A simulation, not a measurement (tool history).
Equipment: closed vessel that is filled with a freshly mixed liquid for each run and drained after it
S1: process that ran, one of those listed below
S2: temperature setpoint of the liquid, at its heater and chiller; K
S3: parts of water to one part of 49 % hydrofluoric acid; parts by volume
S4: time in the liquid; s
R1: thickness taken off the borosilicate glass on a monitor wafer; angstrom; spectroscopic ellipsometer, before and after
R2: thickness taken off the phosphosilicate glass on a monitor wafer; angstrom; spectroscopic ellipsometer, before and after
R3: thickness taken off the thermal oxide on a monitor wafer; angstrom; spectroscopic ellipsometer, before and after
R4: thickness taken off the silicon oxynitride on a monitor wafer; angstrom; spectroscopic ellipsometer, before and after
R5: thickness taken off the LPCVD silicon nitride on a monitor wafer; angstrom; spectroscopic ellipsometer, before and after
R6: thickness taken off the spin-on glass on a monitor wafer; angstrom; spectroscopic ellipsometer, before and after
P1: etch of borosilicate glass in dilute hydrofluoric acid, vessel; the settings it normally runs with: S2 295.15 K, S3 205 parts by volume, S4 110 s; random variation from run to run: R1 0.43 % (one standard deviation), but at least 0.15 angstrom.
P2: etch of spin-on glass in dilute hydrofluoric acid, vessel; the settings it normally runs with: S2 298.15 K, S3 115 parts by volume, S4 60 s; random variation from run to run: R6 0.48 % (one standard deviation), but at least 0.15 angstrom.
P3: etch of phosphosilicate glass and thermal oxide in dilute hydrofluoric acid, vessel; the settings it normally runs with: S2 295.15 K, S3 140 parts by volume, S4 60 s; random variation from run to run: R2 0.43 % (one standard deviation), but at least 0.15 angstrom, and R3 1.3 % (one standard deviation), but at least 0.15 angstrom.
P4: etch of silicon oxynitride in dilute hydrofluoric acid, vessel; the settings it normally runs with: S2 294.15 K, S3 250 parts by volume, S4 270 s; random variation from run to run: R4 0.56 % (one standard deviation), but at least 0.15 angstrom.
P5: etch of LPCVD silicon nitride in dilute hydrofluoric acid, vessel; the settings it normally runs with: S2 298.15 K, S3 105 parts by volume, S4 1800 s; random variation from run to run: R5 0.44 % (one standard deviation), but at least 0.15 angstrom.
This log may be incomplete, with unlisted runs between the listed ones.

Run 1, hour 8.1: S1 P1, S2 295.15 K, S3 205 parts by volume, S4 110 s. Result: R1 145.14 angstrom.
Run 2, hour 14.2: S1 P3, S2 295.15 K, S3 195 parts by volume, S4 60 s. Result: R2 258.15 angstrom, R3 11.935 angstrom.
Run 3, hour 22.6: S1 P3, S2 295.15 K, S3 140 parts by volume, S4 60 s. Result: R2 380.17 angstrom, R3 17.688 angstrom.
Run 4, hour 28.4: S1 P1, S2 291.15 K, S3 205 parts by volume, S4 110 s. Result: R1 124.92 angstrom.
Run 5, hour 36.7: S1 P4, S2 298.15 K, S3 250 parts by volume, S4 270 s. Result: R4 47.305 angstrom.
Run 6, hour 45: S1 P1, S2 295.15 K, S3 205 parts by volume, S4 110 s. Result: R1 145.52 angstrom.
Run 7, hour 55.3: S1 P1, S2 295.15 K, S3 205 parts by volume, S4 175 s. Result: R1 232.1 angstrom.
Run 8, hour 67.2: S1 P5, S2 298.15 K, S3 105 parts by volume, S4 1800 s. Result: R5 95.895 angstrom.
Run 9, hour 78.8: S1 P2, S2 298.15 K, S3 115 parts by volume, S4 60 s. Result: R6 304.02 angstrom.
Run 10, hour 84.5: S1 P4, S2 294.15 K, S3 450 parts by volume, S4 270 s. Result: R4 19.7 angstrom.
Run 11, hour 93: S1 P1, S2 291.15 K, S3 105 parts by volume, S4 110 s. Result: R1 268.96 angstrom.
Run 12, hour 100.2: S1 P4, S2 294.15 K, S3 250 parts by volume, S4 270 s. Result: R4 39.599 angstrom.
Run 13, hour 107.4: S1 P1, S2 295.15 K, S3 205 parts by volume, S4 110 s. Result: R1 144.86 angstrom.
Run 14, hour 116.2: S1 P1, S2 295.15 K, S3 95 parts by volume, S4 110 s. Result: R1 355.91 angstrom.
Run 15, hour 126.3: S1 P1, S2 295.15 K, S3 205 parts by volume, S4 30 s. Result: R1 39.907 angstrom.
Run 16, hour 135.2: S1 P3, S2 290.15 K, S3 140 parts by volume, S4 60 s. Result: R2 311.21 angstrom, R3 13.445 angstrom.
Run 17, hour 144.5: S1 P1, S2 295.15 K, S3 205 parts by volume, S4 110 s. Result: R1 145.2 angstrom.
Run 18, hour 154.1: S1 P2, S2 306.15 K, S3 115 parts by volume, S4 60 s. Result: R6 413.26 angstrom.
Run 19, hour 164.2: S1 P5, S2 298.15 K, S3 105 parts by volume, S4 1800 s. Result: R5 96.142 angstrom.
Run 20, hour 173.4: S1 P2, S2 298.15 K, S3 65 parts by volume, S4 60 s. Result: R6 569.66 angstrom.
Run 21, hour 180.2: S1 P2, S2 298.15 K, S3 115 parts by volume, S4 30 s. Result: R6 152.94 angstrom.
Run 22, hour 186.2: S1 P5, S2 298.15 K, S3 25 parts by volume, S4 1800 s. Result: R5 392.52 angstrom.
Run 23, hour 192.3: S1 P4, S2 294.15 K, S3 250 parts by volume, S4 125 s. Result: R4 18.653 angstrom.
Run 24, hour 203.4: S1 P5, S2 291.65 K, S3 105 parts by volume, S4 1800 s. Result: R5 62.428 angstrom.
Run 25, hour 211.2: S1 P1, S2 300.65 K, S3 205 parts by volume, S4 110 s. Result: R1 177.6 angstrom.
Run 26, hour 217.4: S1 P5, S2 298.15 K, S3 105 parts by volume, S4 3460 s. Result: R5 184.9 angstrom.
Run 27, hour 227.4: S1 P1, S2 295.15 K, S3 205 parts by volume, S4 110 s. Result: R1 143.77 angstrom.
Run 28, hour 235.7: S1 P3, S2 295.15 K, S3 140 parts by volume, S4 105 s. Result: R2 665.35 angstrom, R3 30.218 angstrom.
Run 29, hour 243.8: S1 P1, S2 290.15 K, S3 205 parts by volume, S4 30 s. Result: R1 32.814 angstrom.
Run 30, hour 252.2: S1 P1, S2 295.15 K, S3 370 parts by volume, S4 110 s. Result: R1 69.625 angstrom.
Run 31, hour 258: S1 P1, S2 295.15 K, S3 205 parts by volume, S4 110 s. Result: R1 146.54 angstrom.
Run 32, hour 265.9: S1 P1, S2 295.15 K, S3 205 parts by volume, S4 110 s. Result: R1 151.07 angstrom.
Run 33, hour 272.5: S1 P1, S2 295.15 K, S3 205 parts by volume, S4 110 s. Result: R1 153.2 angstrom.
Run 34, hour 279.5: S1 P1, S2 295.15 K, S3 205 parts by volume, S4 110 s. Result: R1 154.32 angstrom.
Run 35, hour 286.4: S1 P1, S2 295.15 K, S3 205 parts by volume, S4 110 s. Result: R1 156.31 angstrom.
Run 36, hour 292.5: S1 P1, S2 295.15 K, S3 205 parts by volume, S4 110 s. Result: R1 156.89 angstrom.
Run 37, hour 297.9: S1 P1, S2 295.15 K, S3 205 parts by volume, S4 110 s. Result: R1 157.41 angstrom.
Run 38, hour 309.3: S1 P1, S2 295.15 K, S3 205 parts by volume, S4 110 s. Result: R1 158.23 angstrom.
Run 39, hour 316.4: S1 P1, S2 295.15 K, S3 205 parts by volume, S4 110 s. Result: R1 159.13 angstrom.
Run 40, hour 323.9: S1 P1, S2 295.15 K, S3 205 parts by volume, S4 110 s. Result: R1 158.71 angstrom.

What P1 gives has crept away from where it was. These 2 causes fit the log equally well, each at the size given:
A: hydrofluoric acid flow above the setpoint (%) = 7.58
B: liquid hotter than its thermometer reads (K) = 2.37
The drift started at roughly hour 258.

Which of the 4 check runs listed below separates the causes, so that each cause would produce a clearly different result? Each run uses one wafer, and its results are marked with question marks.
Run check 1, hour 331.4: S1 P5, S2 298.15 K, S3 45 parts by volume, S4 3315 s. Result: R5 ?.
Run check 2, hour 331.4: S1 P2, S2 304.65 K, S3 115 parts by volume, S4 30 s. Result: R6 ?.
Run check 3, hour 331.4: S1 P4, S2 294.15 K, S3 420 parts by volume, S4 270 s. Result: R4 ?.
Run check 4, hour 331.4: S1 P3, S2 295.15 K, S3 180 parts by volume, S4 100 s. Result: R2 ?, R3 ?.

What every check run would give for each of its results, assuming each possible cause in turn:
  check  result    if A    if B
check 1      R5  438.44  477.94
check 2      R6  212.14   212.3
check 3      R4  23.576  23.748
check 4      R2  516.38  517.96
check 4      R3  23.398  23.469
Per check, the gap between the least separated pair of causes, taken in the result that splits them most: check 1 8.63 %; check 2 0.08 %; check 3 0.73 %; check 4 0.31 %
Only in check 1 would the causes give clearly different results; in the remaining checks their results would be nearly the same.

Running check 1 produced the following: R5 439.94 angstrom. Which one of the listed causes fits?

The cause is A: hydrofluoric acid flow above the setpoint (%).
